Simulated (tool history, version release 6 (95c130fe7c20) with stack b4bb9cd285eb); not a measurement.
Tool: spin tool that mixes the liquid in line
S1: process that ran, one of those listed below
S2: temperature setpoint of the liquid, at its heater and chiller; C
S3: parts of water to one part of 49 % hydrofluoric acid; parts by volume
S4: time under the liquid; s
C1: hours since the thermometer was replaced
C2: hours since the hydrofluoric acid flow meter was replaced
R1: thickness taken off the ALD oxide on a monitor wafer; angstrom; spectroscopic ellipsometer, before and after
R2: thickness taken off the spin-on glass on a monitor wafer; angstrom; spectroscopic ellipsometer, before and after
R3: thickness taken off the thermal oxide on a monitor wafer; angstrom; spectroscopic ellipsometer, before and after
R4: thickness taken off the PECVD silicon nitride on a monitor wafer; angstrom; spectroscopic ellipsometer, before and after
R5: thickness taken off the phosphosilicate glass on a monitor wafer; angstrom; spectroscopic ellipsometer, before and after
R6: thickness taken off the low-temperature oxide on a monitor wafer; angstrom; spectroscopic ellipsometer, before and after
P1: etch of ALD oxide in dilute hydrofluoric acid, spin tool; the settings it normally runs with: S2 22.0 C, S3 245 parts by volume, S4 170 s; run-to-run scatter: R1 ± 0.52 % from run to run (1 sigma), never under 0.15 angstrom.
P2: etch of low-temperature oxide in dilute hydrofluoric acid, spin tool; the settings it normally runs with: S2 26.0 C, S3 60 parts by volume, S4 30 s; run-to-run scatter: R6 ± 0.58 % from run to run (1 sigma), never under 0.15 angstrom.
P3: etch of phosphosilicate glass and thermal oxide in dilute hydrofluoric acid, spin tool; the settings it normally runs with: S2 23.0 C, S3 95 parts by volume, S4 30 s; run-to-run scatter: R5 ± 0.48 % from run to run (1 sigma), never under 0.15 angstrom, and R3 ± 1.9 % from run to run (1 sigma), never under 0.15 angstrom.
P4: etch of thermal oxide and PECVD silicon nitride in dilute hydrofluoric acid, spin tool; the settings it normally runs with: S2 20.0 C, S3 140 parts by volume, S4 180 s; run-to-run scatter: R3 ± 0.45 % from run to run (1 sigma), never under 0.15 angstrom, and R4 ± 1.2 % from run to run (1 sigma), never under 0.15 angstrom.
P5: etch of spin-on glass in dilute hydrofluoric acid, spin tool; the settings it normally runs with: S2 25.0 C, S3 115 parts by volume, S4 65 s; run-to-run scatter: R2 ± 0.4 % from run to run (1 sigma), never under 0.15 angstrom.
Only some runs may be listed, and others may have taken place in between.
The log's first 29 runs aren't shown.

run	hour	S1	S2	S3	S4	C1	C2	R1	R2	R3	R4	R5	R6
30	231.7	P1	22.0	245	40	1209.9	759.1	43.389					
31	238.3	P2	26.0	60	30	1216.5	765.7						83.901
32	248.1	P1	22.0	245	170	1226.3	775.5	186.310					
33	256.4	P1	22.0	245	170	1234.6	783.8	191.700					
34	263.5	P1	22.0	245	170	1241.7	790.9	193.460					
35	269.1	P1	22.0	245	170	1247.3	796.5	195.150					
36	278.1	P1	22.0	245	170	1256.3	805.5	196.980					
37	289.3	P1	22.0	245	170	1267.5	816.7	197.840					

What does the tool deliver on the next run?
38	299.7	P1	22.0	245	170	1277.9	827.1	?					

{"run 38": {"R1": 196.74}}
